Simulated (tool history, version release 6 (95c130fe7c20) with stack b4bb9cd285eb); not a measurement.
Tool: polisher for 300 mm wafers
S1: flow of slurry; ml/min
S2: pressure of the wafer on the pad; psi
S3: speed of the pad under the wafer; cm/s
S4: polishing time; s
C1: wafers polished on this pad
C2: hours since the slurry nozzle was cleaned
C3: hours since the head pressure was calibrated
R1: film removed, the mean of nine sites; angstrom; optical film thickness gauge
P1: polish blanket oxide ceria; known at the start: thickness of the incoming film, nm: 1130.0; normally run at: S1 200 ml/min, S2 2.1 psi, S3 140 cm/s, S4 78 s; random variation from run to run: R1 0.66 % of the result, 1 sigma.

run   hour   S1   S2   S3   S4    C1     C2     C3      R1
  1    8.1  200  2.1  140   78  1058   72.9  582.9  3511.5
  2   15.4  300  2.1  140   78  1128   80.2  590.2  3700.1
  3   23.2  200  2.1  140   99  1204     88    598  4494.9
  4   30.5  200  2.1  140   78  1274   95.3  605.3  3564.5
  5     36  200  2.1  140   78  1327  100.8  610.8  3575.4
  6   42.9  200  2.1  140   78  1394  107.7  617.7  3509.6
  7   48.4  200  2.1  208   78  1447  113.2  623.2  5197.8
  8   55.9  120  2.1  140   78  1519  120.7  630.7  3250.8
  9     61  125  2.1  140  117  1569  125.8  635.8  4849.2
 10   65.6  200  2.1  140   54  1613  130.4  640.4  2458.1
 11     73  200  2.1  140   78  1684  137.8  647.8  3529.8
 12   78.1  200  1.6  140   98  1734  142.9  652.9  3378.1
 13   84.9  200  2.1   64   78  1799  149.7  659.7  1619.3
 14   89.7  200  1.1  140   78  1846  154.5  664.5  1850.1
 15     96  200  2.8  140   78  1906  160.8  670.8  4711.4
 16  103.2  200  2.1  140   78  1976    168    678  3525.9
 17  108.8  200  2.1  140   78  2030  173.6  683.6  3427.2

Forecast run 18:
 18  116.6  200  2.1  140  78  2105  181.4  691.4   ?

Run 18 gave R1 3335.2 angstrom.
